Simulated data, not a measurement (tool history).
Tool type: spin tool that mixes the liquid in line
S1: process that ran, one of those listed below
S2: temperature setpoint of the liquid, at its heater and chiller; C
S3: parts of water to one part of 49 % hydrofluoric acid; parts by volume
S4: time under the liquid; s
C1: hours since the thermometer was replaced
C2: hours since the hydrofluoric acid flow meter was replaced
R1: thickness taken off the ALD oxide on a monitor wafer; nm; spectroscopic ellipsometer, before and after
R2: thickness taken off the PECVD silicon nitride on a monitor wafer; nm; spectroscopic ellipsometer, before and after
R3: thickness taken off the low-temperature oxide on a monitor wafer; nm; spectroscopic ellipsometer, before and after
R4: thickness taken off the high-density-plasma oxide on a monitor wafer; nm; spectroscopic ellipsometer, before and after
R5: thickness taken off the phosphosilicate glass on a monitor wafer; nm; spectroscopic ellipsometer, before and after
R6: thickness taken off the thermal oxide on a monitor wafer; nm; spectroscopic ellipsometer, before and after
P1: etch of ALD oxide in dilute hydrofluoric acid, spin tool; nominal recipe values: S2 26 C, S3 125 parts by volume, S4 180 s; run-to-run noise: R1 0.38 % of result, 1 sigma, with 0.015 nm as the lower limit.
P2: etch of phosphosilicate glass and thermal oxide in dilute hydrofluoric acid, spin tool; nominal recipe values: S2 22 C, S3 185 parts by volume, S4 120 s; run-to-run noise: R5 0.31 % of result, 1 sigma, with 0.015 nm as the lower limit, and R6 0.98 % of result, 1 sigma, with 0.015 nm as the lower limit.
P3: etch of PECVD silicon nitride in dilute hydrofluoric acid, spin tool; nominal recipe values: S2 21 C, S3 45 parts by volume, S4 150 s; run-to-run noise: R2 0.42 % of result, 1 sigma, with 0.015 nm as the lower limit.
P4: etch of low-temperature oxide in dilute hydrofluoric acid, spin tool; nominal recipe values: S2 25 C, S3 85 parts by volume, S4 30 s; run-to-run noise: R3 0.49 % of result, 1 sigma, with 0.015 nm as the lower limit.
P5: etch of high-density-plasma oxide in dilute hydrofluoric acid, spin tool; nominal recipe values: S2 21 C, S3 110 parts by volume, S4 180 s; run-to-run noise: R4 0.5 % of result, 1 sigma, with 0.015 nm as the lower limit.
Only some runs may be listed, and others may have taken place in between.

run,hour,S1,S2,S3,S4,C1,C2,R1,R2,R3,R4,R5,R6
1,9.9,P1,26,125,180,267.5,643.3,22.124,,,,,
2,18.3,P3,17,45,150,275.9,651.7,,11.189,,,,
3,27.9,P4,25,85,30,285.5,661.3,,,12.23,,,
4,32.9,P4,25,85,30,290.5,666.3,,,12.213,,,
5,41.6,P5,21,110,180,299.2,675,,,,15.64,,
6,51.6,P1,26,125,180,309.2,685,22.2,,,,,
7,61.4,P5,21,110,335,319,694.8,,,,29.161,,
8,68.8,P4,25,85,50,326.4,702.2,,,20.217,,,
9,78.6,P3,21,45,150,336.2,712,,14.833,,,,
10,88.8,P1,26,205,180,346.4,722.2,12.262,,,,,
11,94.6,P3,21,45,65,352.2,728,,6.4346,,,,
12,101,P3,21,75,150,358.6,734.4,,9.011,,,,
13,108,P1,26,125,95,365.6,741.4,11.69,,,,,
14,116.9,P4,32.5,85,30,374.5,750.3,,,16.063,,,
15,125.8,P1,26,125,180,383.4,759.2,22.168,,,,,
16,131.3,P1,33,125,180,388.9,764.7,28.33,,,,,
17,141.1,P1,26,80,180,398.7,774.5,36.61,,,,,
18,147.4,P1,26,45,15,405,780.8,5.7228,,,,,
19,152.2,P1,26,125,180,409.8,785.6,22.162,,,,,
20,161.6,P2,22,50,120,419.2,795,,,,,142.04,11.163
21,167.3,P5,21,20,180,424.9,800.7,,,,95.809,,
22,175.3,P2,22,185,215,432.9,808.7,,,,,58.972,4.6846
23,180,P2,17,185,120,437.6,813.4,,,,,26.859,2.1322
24,190.1,P1,26,125,180,447.7,823.5,22.019,,,,,

Expected results for the next run?
# hour 195.1: hydrofluoric acid flow meter replaced
25,196.5,P1,22,170,180,454.1,1.4,?,,,,,

R1: 13.313 nm
